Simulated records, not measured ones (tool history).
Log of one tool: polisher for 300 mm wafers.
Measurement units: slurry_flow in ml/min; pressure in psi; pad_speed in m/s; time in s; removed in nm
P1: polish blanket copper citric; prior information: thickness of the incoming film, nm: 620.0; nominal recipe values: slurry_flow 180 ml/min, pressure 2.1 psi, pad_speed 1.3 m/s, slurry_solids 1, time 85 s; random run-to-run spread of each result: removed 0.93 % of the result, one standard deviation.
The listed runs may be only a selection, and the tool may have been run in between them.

run	hour	slurry_flow	pressure	pad_speed	slurry_solids	time	removed
1	3	180	2.1	1.3	1	85	163.62
2	7.3	180	2.1	1.3	1.5	85	175.82
3	10.6	290	2.1	1.3	1	85	174.41
4	13.9	180	2.1	0.58	1	85	76.242
# hour 14.4: slurry nozzle cleaned
5	18.9	120	2.1	1.3	0.75	85	144.54
6	24.1	110	2.1	1.3	1	85	150.87
# hour 25.1: head pressure recalibrated
7	26.9	180	2.1	1.3	1	85	165.03
8	30	180	2.1	1.66	1	85	207.81
9	35.9	180	1	1.3	1	85	80.966
10	39.4	180	2.1	1.3	1	85	165.16
11	42.8	180	2.1	1.3	0.65	85	149.48
12	46.7	180	2.8	1.3	1	85	214.35
13	52.8	180	2.1	1.3	1	112	217.95
14	57.4	180	2.1	1.3	1	85	165.43
15	61.8	180	2.1	1.3	1	47	91.482
16	65.9	130	2.1	1.3	1.4	85	165.97
17	69.5	180	2.1	1.3	1	85	164.03
18	74	180	2.1	1.3	1	85	162.22
19	79.8	180	2.1	1.3	1	85	157.56
20	85.2	180	2.1	1.3	1	85	155.23
21	89.2	180	2.1	1.3	1	85	159.27
22	93.9	180	2.1	1.3	1	85	154.34
# hour 97.6: slurry blender recalibrated
23	99.4	180	2.1	1.3	1	85	156.96
# hour 100.5: worn pad replaced by a new one
24	104.4	180	2.1	1.3	1	85	153.37
25	109	180	2.1	1.3	1	85	152.56
26	112.2	180	2.1	1.3	1	85	154.46

P1 has crept away from where it was. The log is fitted equally well by each of these 2 causes, at the sizes shown:
A: head's pressure below its setpoint, % = 5.91
B: slurry flow missing at the pad, % = 29.2
Creep in the process output first set in at about hour 69.5.
Each remaining cause and why it is not a fit:
removal rate lost through wear of the pad, %: work on it at hour 100.5, done after the drift set in, did not restore what the process gave before
abrasive missing from the slurry, %: work on it at hour 97.6, done after the drift set in, did not restore what the process gave before

Which of the 4 check runs listed below, each an average over 5 wafers with its results shown as question marks, gives clearly different results under the different listed causes?
check 1	115.4	180	1.1	1.6	1	85	?
check 2	115.4	110	2.1	1.3	0.8	85	?
check 3	115.4	180	2.1	0.94	1	85	?
check 4	115.4	180	2.1	1.58	1	85	?

How each check would come out, cause by cause:
check	result	if A	if B
check 1	removed	101.3	101.23
check 2	removed	134.84	130.48
check 3	removed	113.1	113.04
check 4	removed	187.15	187.23
Per check, the gap between the least separated pair of causes, taken in the result that splits them most: check 1 0.07 %; check 2 3.28 %; check 3 0.05 %; check 4 0.04 %
Of the check runs offered, only check 2 discriminates between the causes; the rest would read about the same regardless of which cause applies.

Check 2 was carried out, with these results: removed 130.7 nm. Which of the listed causes is responsible?

It is B: slurry flow missing at the pad, %.
